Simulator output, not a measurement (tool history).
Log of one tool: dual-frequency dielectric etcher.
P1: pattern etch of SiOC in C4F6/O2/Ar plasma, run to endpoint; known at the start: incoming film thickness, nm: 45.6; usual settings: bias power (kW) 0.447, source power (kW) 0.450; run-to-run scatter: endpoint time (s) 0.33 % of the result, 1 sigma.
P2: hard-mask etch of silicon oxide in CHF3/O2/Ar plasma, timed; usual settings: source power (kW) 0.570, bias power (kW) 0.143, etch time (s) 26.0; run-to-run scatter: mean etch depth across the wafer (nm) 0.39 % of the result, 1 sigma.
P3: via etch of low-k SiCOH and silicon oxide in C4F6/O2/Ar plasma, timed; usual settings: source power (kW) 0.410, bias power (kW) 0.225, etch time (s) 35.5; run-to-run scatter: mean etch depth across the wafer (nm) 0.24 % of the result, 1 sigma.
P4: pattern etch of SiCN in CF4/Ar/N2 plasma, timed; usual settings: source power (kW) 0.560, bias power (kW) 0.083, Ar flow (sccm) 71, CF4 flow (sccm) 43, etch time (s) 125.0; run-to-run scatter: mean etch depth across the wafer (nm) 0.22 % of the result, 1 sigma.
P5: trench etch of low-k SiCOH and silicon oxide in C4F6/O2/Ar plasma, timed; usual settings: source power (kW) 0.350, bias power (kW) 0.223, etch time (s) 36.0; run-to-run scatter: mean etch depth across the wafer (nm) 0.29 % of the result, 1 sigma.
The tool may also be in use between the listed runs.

run,day,process that ran,bias power (kW),source power (kW),etch time (s),Ar flow (sccm),CF4 flow (sccm),hours since the last wet clean,hours since the last bias power generator calibration,hours since the last source power generator calibration,endpoint time (s),mean etch depth across the wafer (nm)
1,0.783,P1,0.447,0.450,,,,423.5,1975.6,1381.4,15.553,
2,1.392,P2,0.143,0.570,19.5,,,438.1,1990.2,1396.0,,36.068
3,2.142,P1,0.447,0.450,,,,456.1,2008.2,1414.0,15.743,
4,2.704,P2,0.109,0.570,26.0,,,469.6,2021.7,1427.5,,43.991
5,3.300,P3,0.311,0.410,35.5,,,483.9,2036.0,1441.8,,99.677
6,3.646,P1,0.447,0.450,,,,492.2,2044.3,1450.1,15.630,
7,4.008,P1,0.447,0.450,,,,500.9,2053.0,1458.8,15.642,
8,4.675,P4,0.083,0.560,125.0,71,43,516.9,2069.0,1474.8,,135.030
9,5.133,P5,0.223,0.220,36.0,,,527.9,2080.0,1485.8,,101.100
10,5.871,P1,0.278,0.590,,,,545.6,2097.7,1503.5,16.677,
# day 6.200: wet clean of the chamber
11,6.425,P1,0.447,0.580,,,,5.5,2111.0,1516.8,14.271,
12,7.121,P2,0.143,0.350,26.0,,,22.2,2127.7,1533.5,,39.652
13,7.858,P5,0.143,0.350,36.0,,,39.9,2145.4,1551.2,,104.750
14,8.617,P3,0.225,0.320,35.5,,,58.1,2163.6,1569.4,,80.982
15,9.121,P4,0.083,0.560,125.0,95,43,70.2,2175.7,1581.5,,128.450
16,9.738,P1,0.447,0.450,,,,85.0,2190.5,1596.3,15.608,
17,10.229,P1,0.271,0.450,,,,96.8,2202.3,1608.1,18.651,
18,10.950,P1,0.539,0.450,,,,114.1,2219.6,1625.4,14.591,
19,11.450,P4,0.083,0.420,125.0,71,43,126.1,2231.6,1637.4,,104.930
20,11.908,P5,0.223,0.350,36.0,,,137.1,2242.6,1648.4,,119.780
21,12.304,P4,0.083,0.560,125.0,71,55,146.6,2252.1,1657.9,,139.760
22,12.942,P5,0.223,0.350,36.0,,,161.9,2267.4,1673.2,,120.350
23,13.504,P1,0.447,0.330,,,,175.4,2280.9,1686.7,17.460,
24,14.000,P5,0.223,0.350,22.0,,,187.3,2292.8,1698.6,,73.337
25,14.458,P3,0.225,0.410,35.5,,,198.3,2303.8,1709.6,,88.917
26,14.858,P2,0.143,0.570,26.0,,,207.9,2313.4,1719.2,,47.911
27,15.208,P4,0.083,0.560,94.5,71,43,216.3,2321.8,1727.6,,102.250
28,15.762,P1,0.355,0.370,,,,229.6,2335.1,1740.9,18.260,
29,16.117,P4,0.059,0.560,125.0,71,43,238.1,2343.6,1749.4,,120.060
30,16.738,P3,0.225,0.410,50.5,,,253.0,2358.5,1764.3,,127.010
31,17.279,P1,0.447,0.450,,,,266.0,2371.5,1777.3,15.644,
32,17.896,P1,0.447,0.450,,,,280.8,2386.3,1792.1,15.708,
33,18.425,P1,0.447,0.450,,,,293.5,2399.0,1804.8,15.723,
34,18.808,P1,0.447,0.450,,,,302.7,2408.2,1814.0,15.798,
35,19.254,P1,0.447,0.450,,,,313.4,2418.9,1824.7,15.852,
# day 19.367: wet clean of the chamber
36,19.971,P1,0.447,0.450,,,,14.5,2436.1,1841.9,15.888,
37,20.567,P1,0.447,0.450,,,,28.8,2450.4,1856.2,15.805,
38,21.175,P1,0.447,0.450,,,,43.4,2465.0,1870.8,15.849,
39,21.608,P1,0.447,0.450,,,,53.8,2475.4,1881.2,15.856,

What P1 gives has crept away from where it was. These 2 causes fit the log equally well, each at the size given:
A: source power that arrives under what is set, % = 4.31
B: bias power that arrives under what is set, % = 4.4
The creep began at about day 17.279.
Why every other cause is out:
chamber walls in a state that lowers the etch rate, %: serviced at day 19.367, which brought nothing back

4 check runs are offered, one wafer each, their results left as question marks. Which one tells the causes apart?
check 1,22.042,P2,0.143,0.570,26.0,,,,,,,?
check 2,22.042,P5,0.223,0.350,36.0,,,,,,,?
check 3,22.042,P4,0.083,0.560,125.0,71,43,,,,,?
check 4,22.042,P3,0.225,0.410,35.5,,,,,,,?

What each check would give under each cause:
check,result,if A,if B
check 1,mean etch depth across the wafer (nm),47.076,47.202
check 2,mean etch depth across the wafer (nm),118.170,118.400
check 3,mean etch depth across the wafer (nm),129.810,132.760
check 4,mean etch depth across the wafer (nm),87.626,87.814
How far apart the two closest causes lie, in the result that separates them most: check 1 0.27 %; check 2 0.2 %; check 3 2.24 %; check 4 0.21 %
Only check 3 tells the causes apart: in the others they would give nearly the same result.

Then check 3 was run and gave: mean etch depth across the wafer (nm) 129.580. Which cause is it?

It is A: source power that arrives under what is set, %.
